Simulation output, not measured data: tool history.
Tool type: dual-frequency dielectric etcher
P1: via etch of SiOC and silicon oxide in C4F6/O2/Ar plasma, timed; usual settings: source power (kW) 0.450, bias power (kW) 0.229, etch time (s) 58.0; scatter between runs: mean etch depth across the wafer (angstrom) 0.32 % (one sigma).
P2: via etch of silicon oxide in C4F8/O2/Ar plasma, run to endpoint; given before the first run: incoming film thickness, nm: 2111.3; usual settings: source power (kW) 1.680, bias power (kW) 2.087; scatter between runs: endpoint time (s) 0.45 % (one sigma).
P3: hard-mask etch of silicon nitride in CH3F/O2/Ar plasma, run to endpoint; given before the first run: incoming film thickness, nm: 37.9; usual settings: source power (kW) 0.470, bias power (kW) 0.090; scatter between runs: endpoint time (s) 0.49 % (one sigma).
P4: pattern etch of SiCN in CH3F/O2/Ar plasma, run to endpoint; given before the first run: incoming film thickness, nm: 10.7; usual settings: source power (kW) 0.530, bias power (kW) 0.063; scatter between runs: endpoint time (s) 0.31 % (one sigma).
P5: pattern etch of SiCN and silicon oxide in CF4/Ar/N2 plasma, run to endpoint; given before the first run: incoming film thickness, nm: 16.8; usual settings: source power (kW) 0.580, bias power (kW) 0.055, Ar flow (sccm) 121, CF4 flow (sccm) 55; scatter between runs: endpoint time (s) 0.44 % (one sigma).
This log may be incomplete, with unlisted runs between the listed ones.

| run | hour | process that ran | source power (kW) | bias power (kW) | etch time (s) | Ar flow (sccm) | CF4 flow (sccm) | hours since the last wet clean | hours since the last source power generator calibration | hours since the last bias power generator calibration | mean etch depth across the wafer (angstrom) | endpoint time (s) |
|---|---|---|---|---|---|---|---|---|---|---|---|---|
| 1 | 12.2 | P1 | 0.450 | 0.229 | 58.0 |  |  | 199.5 | 482.7 | 2140.1 | 747.68 |  |
| 2 | 19.5 | P2 | 1.680 | 2.087 |  |  |  | 206.8 | 490.0 | 2147.4 |  | 441.940 |
| 3 | 29.7 | P4 | 0.530 | 0.083 |  |  |  | 217.0 | 500.2 | 2157.6 |  | 24.402 |
| 4 | 35.7 | P1 | 0.540 | 0.229 | 58.0 |  |  | 223.0 | 506.2 | 2163.6 | 804.70 |  |
| 5 | 47.3 | P1 | 0.450 | 0.229 | 58.0 |  |  | 234.6 | 517.8 | 2175.2 | 751.07 |  |
| 6 | 56.4 | P5 | 0.580 | 0.034 |  | 121 | 55 | 243.7 | 526.9 | 2184.3 |  | 20.643 |
|  | 59.3 | wet clean of the chamber |
| 7 | 68.3 | P5 | 0.580 | 0.055 |  | 75 | 55 | 9.0 | 538.8 | 2196.2 |  | 16.425 |
|  | 69.4 | source power generator calibrated |
| 8 | 75.5 | P3 | 0.470 | 0.125 |  |  |  | 16.2 | 6.1 | 2203.4 |  | 42.346 |
| 9 | 82.9 | P2 | 1.680 | 2.087 |  |  |  | 23.6 | 13.5 | 2210.8 |  | 443.070 |
| 10 | 92.8 | P1 | 0.450 | 0.229 | 58.0 |  |  | 33.5 | 23.4 | 2220.7 | 747.73 |  |
| 11 | 103.9 | P4 | 0.530 | 0.063 |  |  |  | 44.6 | 34.5 | 2231.8 |  | 26.889 |
| 12 | 109.5 | P1 | 0.450 | 0.229 | 58.0 |  |  | 50.2 | 40.1 | 2237.4 | 749.95 |  |
| 13 | 120.5 | P1 | 0.570 | 0.156 | 58.0 |  |  | 61.2 | 51.1 | 2248.4 | 724.18 |  |
| 14 | 127.1 | P2 | 1.680 | 1.459 |  |  |  | 67.8 | 57.7 | 2255.0 |  | 489.860 |
| 15 | 133.1 | P3 | 0.640 | 0.090 |  |  |  | 73.8 | 63.7 | 2261.0 |  | 42.599 |
| 16 | 140.1 | P1 | 0.450 | 0.229 | 58.0 |  |  | 80.8 | 70.7 | 2268.0 | 748.71 |  |
| 17 | 150.6 | P1 | 0.450 | 0.278 | 58.0 |  |  | 91.3 | 81.2 | 2278.5 | 801.46 |  |
| 18 | 156.1 | P5 | 0.580 | 0.055 |  | 121 | 55 | 96.8 | 86.7 | 2284.0 |  | 17.860 |
| 19 | 162.9 | P1 | 0.450 | 0.229 | 42.5 |  |  | 103.6 | 93.5 | 2290.8 | 551.80 |  |
| 20 | 174.5 | P5 | 0.580 | 0.055 |  | 121 | 33 | 115.2 | 105.1 | 2302.4 |  | 19.532 |
| 21 | 180.0 | P3 | 0.470 | 0.090 |  |  |  | 120.7 | 110.6 | 2307.9 |  | 47.395 |
| 22 | 187.4 | P1 | 0.450 | 0.229 | 78.0 |  |  | 128.1 | 118.0 | 2315.3 | 1002.90 |  |
| 23 | 193.2 | P1 | 0.450 | 0.160 | 58.0 |  |  | 133.9 | 123.8 | 2321.1 | 668.46 |  |
| 24 | 202.1 | P1 | 0.450 | 0.229 | 58.0 |  |  | 142.8 | 132.7 | 2330.0 | 747.70 |  |
| 25 | 213.7 | P4 | 0.690 | 0.063 |  |  |  | 154.4 | 144.3 | 2341.6 |  | 24.245 |
| 26 | 221.5 | P2 | 1.160 | 2.087 |  |  |  | 162.2 | 152.1 | 2349.4 |  | 511.360 |
| 27 | 232.6 | P1 | 0.300 | 0.229 | 58.0 |  |  | 173.3 | 163.2 | 2360.5 | 638.70 |  |
| 28 | 240.5 | P5 | 0.710 | 0.055 |  | 121 | 55 | 181.2 | 171.1 | 2368.4 |  | 14.842 |
| 29 | 248.6 | P1 | 0.450 | 0.229 | 58.0 |  |  | 189.3 | 179.2 | 2376.5 | 750.02 |  |
| 30 | 257.2 | P1 | 0.450 | 0.229 | 58.0 |  |  | 197.9 | 187.8 | 2385.1 | 751.96 |  |
| 31 | 269.8 | P1 | 0.450 | 0.229 | 58.0 |  |  | 210.5 | 200.4 | 2397.7 | 755.23 |  |
| 32 | 277.4 | P1 | 0.450 | 0.229 | 58.0 |  |  | 218.1 | 208.0 | 2405.3 | 754.38 |  |
| 33 | 289.8 | P1 | 0.450 | 0.229 | 58.0 |  |  | 230.5 | 220.4 | 2417.7 | 757.70 |  |
| 34 | 296.2 | P1 | 0.450 | 0.229 | 58.0 |  |  | 236.9 | 226.8 | 2424.1 | 758.67 |  |
| 35 | 308.2 | P1 | 0.450 | 0.229 | 58.0 |  |  | 248.9 | 238.8 | 2436.1 | 759.01 |  |
|  | 318.1 | wet clean of the chamber |
| 36 | 320.3 | P1 | 0.450 | 0.229 | 58.0 |  |  | 2.2 | 250.9 | 2448.2 | 762.15 |  |
| 37 | 332.9 | P1 | 0.450 | 0.229 | 58.0 |  |  | 14.8 | 263.5 | 2460.8 | 762.21 |  |
| 38 | 344.1 | P1 | 0.450 | 0.229 | 58.0 |  |  | 26.0 | 274.7 | 2472.0 | 763.72 |  |
| 39 | 355.7 | P1 | 0.450 | 0.229 | 58.0 |  |  | 37.6 | 286.3 | 2483.6 | 758.88 |  |

The output of P1 has drifted from where it used to be. Each of the 2 causes below, taken at the size shown beside it, accounts for the log equally well:
A: bias power that arrives over what is set, % = 4.85
B: source power that arrives over what is set, % = 4.25
The gradual shift began around hour 248.6.
The rest of the possible causes, and what rules out each one:
chamber walls in a state that raises the etch rate, %: serviced at hour 318.1, after the change had begun; the process did not return to its earlier output

Which of the 4 check runs listed below, each an average over 3 wafers with its results shown as question marks, gives clearly different results under the different listed causes?
| check 1 | 367.3 | P3 | 0.470 | 0.090 |  |  |  |  |  |  |  | ? |
| check 2 | 367.3 | P2 | 1.680 | 2.087 |  |  |  |  |  |  |  | ? |
| check 3 | 367.3 | P5 | 0.580 | 0.055 |  | 121 | 55 |  |  |  |  | ? |
| check 4 | 367.3 | P4 | 0.530 | 0.063 |  |  |  |  |  |  |  | ? |

Check results expected under each cause:
| check | result | if A | if B |
|---|---|---|---|
| check 1 | endpoint time (s) | 46.921 | 46.980 |
| check 2 | endpoint time (s) | 437.670 | 436.530 |
| check 3 | endpoint time (s) | 17.519 | 17.158 |
| check 4 | endpoint time (s) | 26.496 | 26.498 |
Smallest distance between any two causes, each pair judged by its most separating result, in per cent: check 1 0.13 %; check 2 0.26 %; check 3 2.08 %; check 4 0 %
Check 3 is the one run that separates the causes; every other check would come out nearly the same whichever cause is at work.

Check 3 was carried out, with these results: endpoint time (s) 17.558. Which of the listed causes is responsible?

The correct cause is A, namely: bias power that arrives over what is set, %.

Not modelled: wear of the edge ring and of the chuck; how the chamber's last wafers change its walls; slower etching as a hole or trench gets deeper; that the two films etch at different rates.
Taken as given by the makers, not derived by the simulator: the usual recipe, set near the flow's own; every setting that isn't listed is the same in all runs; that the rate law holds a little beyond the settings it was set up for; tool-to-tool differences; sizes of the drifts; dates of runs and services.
